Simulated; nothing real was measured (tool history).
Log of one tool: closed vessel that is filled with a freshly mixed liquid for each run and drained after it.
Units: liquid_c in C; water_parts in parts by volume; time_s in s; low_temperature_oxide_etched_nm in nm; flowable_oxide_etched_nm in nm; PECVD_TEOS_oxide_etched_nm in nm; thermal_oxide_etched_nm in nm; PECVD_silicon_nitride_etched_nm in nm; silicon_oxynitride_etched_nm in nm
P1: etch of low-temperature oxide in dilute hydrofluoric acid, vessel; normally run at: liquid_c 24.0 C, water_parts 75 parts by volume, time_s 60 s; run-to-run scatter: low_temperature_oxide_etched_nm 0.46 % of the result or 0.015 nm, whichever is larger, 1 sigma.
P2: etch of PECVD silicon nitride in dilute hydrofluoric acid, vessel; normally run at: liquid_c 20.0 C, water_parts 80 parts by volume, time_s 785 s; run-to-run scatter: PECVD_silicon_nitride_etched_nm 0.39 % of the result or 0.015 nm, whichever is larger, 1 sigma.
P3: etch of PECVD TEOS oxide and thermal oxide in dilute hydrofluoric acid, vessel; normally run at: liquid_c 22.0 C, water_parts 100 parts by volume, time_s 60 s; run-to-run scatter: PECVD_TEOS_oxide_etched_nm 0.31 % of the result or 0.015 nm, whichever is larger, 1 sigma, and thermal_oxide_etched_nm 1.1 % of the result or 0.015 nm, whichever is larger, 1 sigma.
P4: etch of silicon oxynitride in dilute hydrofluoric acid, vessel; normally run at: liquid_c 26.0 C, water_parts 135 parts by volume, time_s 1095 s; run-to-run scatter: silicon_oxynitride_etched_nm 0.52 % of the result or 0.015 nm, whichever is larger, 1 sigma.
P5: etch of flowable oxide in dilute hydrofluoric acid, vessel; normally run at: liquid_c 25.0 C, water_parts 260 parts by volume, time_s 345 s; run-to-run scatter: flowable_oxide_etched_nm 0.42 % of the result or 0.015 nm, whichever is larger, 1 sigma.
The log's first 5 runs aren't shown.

| run | day | process | liquid_c | water_parts | time_s | hours since the thermometer was replaced | hours since the hydrofluoric acid flow meter was replaced | low_temperature_oxide_etched_nm | flowable_oxide_etched_nm | PECVD_TEOS_oxide_etched_nm | thermal_oxide_etched_nm | PECVD_silicon_nitride_etched_nm | silicon_oxynitride_etched_nm |
|---|---|---|---|---|---|---|---|---|---|---|---|---|---|
| 6 | 0.929 | P2 | 28.0 | 80 | 785 | 404.3 | 856.9 |  |  |  |  | 25.6720 |  |
| 7 | 1.071 | P4 | 26.0 | 135 | 2140 | 407.7 | 860.3 |  |  |  |  |  | 80.885 |
| 8 | 1.196 | P3 | 17.0 | 100 | 60 | 410.7 | 863.3 |  |  | 9.4496 | 2.0694 |  |  |
| 9 | 1.292 | P4 | 26.0 | 225 | 1095 | 413.0 | 865.6 |  |  |  |  |  | 23.206 |
| 10 | 1.429 | P3 | 22.0 | 100 | 60 | 416.3 | 868.9 |  |  | 11.6300 | 2.5352 |  |  |
| 11 | 1.600 | P1 | 24.0 | 75 | 60 | 420.4 | 873.0 | 17.6860 |  |  |  |  |  |
| 12 | 1.700 | P4 | 26.0 | 135 | 1095 | 422.8 | 875.4 |  |  |  |  |  | 41.570 |
| 13 | 1.867 | P5 | 18.0 | 260 | 345 | 426.8 | 879.4 |  | 30.8300 |  |  |  |  |
| 14 | 1.967 | P1 | 24.0 | 75 | 60 | 429.2 | 881.8 | 17.6920 |  |  |  |  |  |
| 15 | 2.067 | P1 | 24.0 | 75 | 30 | 431.6 | 884.2 | 8.8579 |  |  |  |  |  |
| 16 | 2.254 | P5 | 25.0 | 260 | 30 | 436.1 | 888.7 |  | 3.4643 |  |  |  |  |
| 17 | 2.404 | P1 | 24.0 | 75 | 60 | 439.7 | 892.3 | 17.7390 |  |  |  |  |  |
| 18 | 2.567 | P2 | 20.0 | 80 | 410 | 443.6 | 896.2 |  |  |  |  | 7.8857 |  |
| 19 | 2.675 | P1 | 27.5 | 75 | 90 | 446.2 | 898.8 | 30.3770 |  |  |  |  |  |
| 20 | 2.812 | P5 | 25.0 | 75 | 345 | 449.5 | 902.1 |  | 171.5100 |  |  |  |  |
| 21 | 2.900 | P4 | 33.5 | 135 | 1095 | 451.6 | 904.2 |  |  |  |  |  | 57.608 |
| 22 | 3.042 | P1 | 18.5 | 75 | 60 | 455.0 | 907.6 | 14.1910 |  |  |  |  |  |
| 23 | 3.204 | P1 | 24.0 | 110 | 60 | 458.9 | 911.5 | 11.5000 |  |  |  |  |  |
| 24 | 3.317 | P1 | 24.0 | 75 | 60 | 461.6 | 914.2 | 17.6900 |  |  |  |  |  |
| 25 | 3.458 | P3 | 22.0 | 100 | 30 | 465.0 | 917.6 |  |  | 5.8081 | 1.2944 |  |  |

The next listed run, before its measurement:
| 26 | 3.546 | P2 | 20.0 | 50 | 785 | 467.1 | 919.7 |  |  |  |  | ? |  |

Run 26 gave PECVD_silicon_nitride_etched_nm 23.8910 nm.

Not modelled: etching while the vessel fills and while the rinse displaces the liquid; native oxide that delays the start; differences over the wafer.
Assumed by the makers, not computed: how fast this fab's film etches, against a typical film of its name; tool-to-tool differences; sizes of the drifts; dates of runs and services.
